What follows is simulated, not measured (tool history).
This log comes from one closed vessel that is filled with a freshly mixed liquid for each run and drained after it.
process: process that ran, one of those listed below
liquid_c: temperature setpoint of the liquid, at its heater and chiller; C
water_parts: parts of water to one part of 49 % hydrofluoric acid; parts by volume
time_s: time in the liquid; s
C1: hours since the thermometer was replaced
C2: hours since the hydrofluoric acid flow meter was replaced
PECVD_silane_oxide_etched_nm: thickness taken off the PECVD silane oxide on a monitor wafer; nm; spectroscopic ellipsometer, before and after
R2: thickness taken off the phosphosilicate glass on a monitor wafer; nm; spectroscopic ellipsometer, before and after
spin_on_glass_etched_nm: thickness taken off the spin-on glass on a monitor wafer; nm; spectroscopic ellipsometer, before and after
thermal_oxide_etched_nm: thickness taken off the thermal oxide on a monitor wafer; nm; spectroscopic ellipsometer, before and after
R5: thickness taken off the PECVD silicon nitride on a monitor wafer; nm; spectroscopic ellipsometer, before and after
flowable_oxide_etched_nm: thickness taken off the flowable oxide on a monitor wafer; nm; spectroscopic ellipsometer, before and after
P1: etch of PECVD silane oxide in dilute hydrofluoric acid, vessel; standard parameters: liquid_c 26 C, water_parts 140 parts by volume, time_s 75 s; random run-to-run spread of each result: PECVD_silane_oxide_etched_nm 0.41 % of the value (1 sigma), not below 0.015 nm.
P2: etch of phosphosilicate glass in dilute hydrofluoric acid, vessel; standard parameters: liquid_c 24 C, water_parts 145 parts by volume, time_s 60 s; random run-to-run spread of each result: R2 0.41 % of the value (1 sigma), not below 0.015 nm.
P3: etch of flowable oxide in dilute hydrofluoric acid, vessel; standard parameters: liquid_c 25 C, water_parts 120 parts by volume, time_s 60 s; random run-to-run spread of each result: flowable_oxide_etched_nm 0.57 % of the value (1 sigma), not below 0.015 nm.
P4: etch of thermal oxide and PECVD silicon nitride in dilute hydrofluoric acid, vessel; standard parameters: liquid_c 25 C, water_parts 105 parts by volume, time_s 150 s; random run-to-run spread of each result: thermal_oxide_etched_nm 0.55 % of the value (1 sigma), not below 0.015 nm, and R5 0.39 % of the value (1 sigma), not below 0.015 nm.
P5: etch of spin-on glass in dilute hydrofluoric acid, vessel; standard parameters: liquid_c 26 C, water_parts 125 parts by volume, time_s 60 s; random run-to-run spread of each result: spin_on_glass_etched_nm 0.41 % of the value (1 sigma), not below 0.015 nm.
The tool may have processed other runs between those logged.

{"run": 1, "hour": 9.9, "process": "P1", "liquid_c": 26, "water_parts": 140, "time_s": 75, "C1": 164.3, "C2": 448, "PECVD_silane_oxide_etched_nm": 16.266}
{"run": 2, "hour": 20.4, "process": "P2", "liquid_c": 24, "water_parts": 70, "time_s": 60, "C1": 174.8, "C2": 458.5, "R2": 63.306}
{"run": 3, "hour": 27.4, "process": "P1", "liquid_c": 26, "water_parts": 140, "time_s": 75, "C1": 181.8, "C2": 465.5, "PECVD_silane_oxide_etched_nm": 16.4}
{"run": 4, "hour": 40.4, "process": "P5", "liquid_c": 26, "water_parts": 180, "time_s": 60, "C1": 194.8, "C2": 478.5, "spin_on_glass_etched_nm": 12.752}
{"run": 5, "hour": 51.1, "process": "P1", "liquid_c": 26, "water_parts": 140, "time_s": 75, "C1": 205.5, "C2": 489.2, "PECVD_silane_oxide_etched_nm": 16.413}
{"run": 6, "hour": 62.0, "process": "P4", "liquid_c": 25, "water_parts": 105, "time_s": 30, "C1": 216.4, "C2": 500.1, "thermal_oxide_etched_nm": 1.3266, "R5": 1.2249}
{"run": 7, "hour": 71.9, "process": "P1", "liquid_c": 19.5, "water_parts": 140, "time_s": 75, "C1": 226.3, "C2": 510, "PECVD_silane_oxide_etched_nm": 12.7}
{"run": 8, "hour": 82.6, "process": "P4", "liquid_c": 25, "water_parts": 35, "time_s": 150, "C1": 237, "C2": 520.7, "thermal_oxide_etched_nm": 22.077, "R5": 18.252}
{"run": 9, "hour": 95.0, "process": "P2", "liquid_c": 20, "water_parts": 145, "time_s": 60, "C1": 249.4, "C2": 533.1, "R2": 23.661}
{"run": 10, "hour": 101.6, "process": "P4", "liquid_c": 30.5, "water_parts": 105, "time_s": 150, "C1": 256, "C2": 539.7, "thermal_oxide_etched_nm": 8.3009, "R5": 8.7972}
{"run": 11, "hour": 110.0, "process": "P1", "liquid_c": 26, "water_parts": 140, "time_s": 75, "C1": 264.4, "C2": 548.1, "PECVD_silane_oxide_etched_nm": 16.34}
{"run": 12, "hour": 118.2, "process": "P4", "liquid_c": 25, "water_parts": 105, "time_s": 150, "C1": 272.6, "C2": 556.3, "thermal_oxide_etched_nm": 6.7068, "R5": 6.1741}
{"run": 13, "hour": 125.7, "process": "P3", "liquid_c": 25, "water_parts": 120, "time_s": 110, "C1": 280.1, "C2": 563.8, "flowable_oxide_etched_nm": 39.323}
{"hour": 134.3, "done": "thermometer replaced"}
{"run": 14, "hour": 138.4, "process": "P1", "liquid_c": 26, "water_parts": 225, "time_s": 75, "C1": 4.1, "C2": 576.5, "PECVD_silane_oxide_etched_nm": 9.273}
{"run": 15, "hour": 144.3, "process": "P2", "liquid_c": 24, "water_parts": 145, "time_s": 60, "C1": 10, "C2": 582.4, "R2": 27.615}
{"run": 16, "hour": 154.3, "process": "P3", "liquid_c": 25, "water_parts": 120, "time_s": 60, "C1": 20, "C2": 592.4, "flowable_oxide_etched_nm": 21.262}
{"run": 17, "hour": 162.2, "process": "P5", "liquid_c": 26, "water_parts": 125, "time_s": 30, "C1": 27.9, "C2": 600.3, "spin_on_glass_etched_nm": 9.7465}
{"run": 18, "hour": 170.4, "process": "P1", "liquid_c": 26, "water_parts": 140, "time_s": 75, "C1": 36.1, "C2": 608.5, "PECVD_silane_oxide_etched_nm": 16.312}
{"run": 19, "hour": 177.5, "process": "P5", "liquid_c": 26, "water_parts": 125, "time_s": 60, "C1": 43.2, "C2": 615.6, "spin_on_glass_etched_nm": 19.674}
{"run": 20, "hour": 185.1, "process": "P2", "liquid_c": 24, "water_parts": 145, "time_s": 60, "C1": 50.8, "C2": 623.2, "R2": 27.726}
{"run": 21, "hour": 192.2, "process": "P1", "liquid_c": 26, "water_parts": 140, "time_s": 30, "C1": 57.9, "C2": 630.3, "PECVD_silane_oxide_etched_nm": 6.5636}
{"run": 22, "hour": 200.2, "process": "P1", "liquid_c": 34, "water_parts": 30, "time_s": 75, "C1": 65.9, "C2": 638.3, "PECVD_silane_oxide_etched_nm": 121.87}
{"run": 23, "hour": 210.3, "process": "P1", "liquid_c": 26, "water_parts": 50, "time_s": 75, "C1": 76, "C2": 648.4, "PECVD_silane_oxide_etched_nm": 51.552}
{"run": 24, "hour": 217.5, "process": "P2", "liquid_c": 24, "water_parts": 145, "time_s": 85, "C1": 83.2, "C2": 655.6, "R2": 39.119}
{"run": 25, "hour": 226.8, "process": "P1", "liquid_c": 26, "water_parts": 140, "time_s": 135, "C1": 92.5, "C2": 664.9, "PECVD_silane_oxide_etched_nm": 29.529}

Forecast run 26:
{"run": 26, "hour": 235.2, "process": "P3", "liquid_c": 25, "water_parts": 195, "time_s": 60, "C1": 100.9, "C2": 673.3, "flowable_oxide_etched_nm": "?"}

Run 26 came out at flowable_oxide_etched_nm 11.96 nm.
